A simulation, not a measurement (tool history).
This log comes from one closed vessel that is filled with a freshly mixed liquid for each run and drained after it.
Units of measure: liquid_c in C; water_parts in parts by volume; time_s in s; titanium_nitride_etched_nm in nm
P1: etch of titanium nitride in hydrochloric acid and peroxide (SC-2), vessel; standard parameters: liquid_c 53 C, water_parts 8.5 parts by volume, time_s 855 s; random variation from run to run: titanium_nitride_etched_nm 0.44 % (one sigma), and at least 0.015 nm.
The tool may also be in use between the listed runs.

run	hour	liquid_c	water_parts	time_s	hours since the thermometer was replaced	hours since the chemicals flow meter was replaced	hours since the drum of peroxide was connected	titanium_nitride_etched_nm
1	12.3	53	8.5	855	790.7	183.4	433.4	23.8690
2	22.2	53	14.5	855	800.6	193.3	443.3	15.2310
3	30.2	38	8.5	855	808.6	201.3	451.3	8.5206
4	42.0	61	8.5	855	820.4	213.1	463.1	39.6950
5	50.5	53	8.5	855	828.9	221.6	471.6	23.7500
6	64.0	53	4.0	855	842.4	235.1	485.1	41.7750
7	71.9	53	8.5	855	850.3	243.0	493.0	23.9470
8	79.3	42	12.0	855	857.7	250.4	500.4	8.4509
9	92.5	53	8.5	855	870.9	263.6	513.6	23.5390
10	105.3	53	8.5	855	883.7	276.4	526.4	23.8500
11	113.6	53	8.5	1710	892.0	284.7	534.7	47.4620
12	127.4	53	8.5	855	905.8	298.5	548.5	23.9640
13	138.3	53	8.5	250	916.7	309.4	559.4	7.0321
14	145.8	53	5.5	1190	924.2	316.9	566.9	46.5460
15	155.0	53	8.5	855	933.4	326.1	576.1	23.9000
16	168.7	53	8.5	855	947.1	339.8	589.8	24.8240

Expected results for the next run?
17	176.4	53	8.5	855	954.8	347.5	597.5	?

{"run 17": {"titanium_nitride_etched_nm": 24.938}}
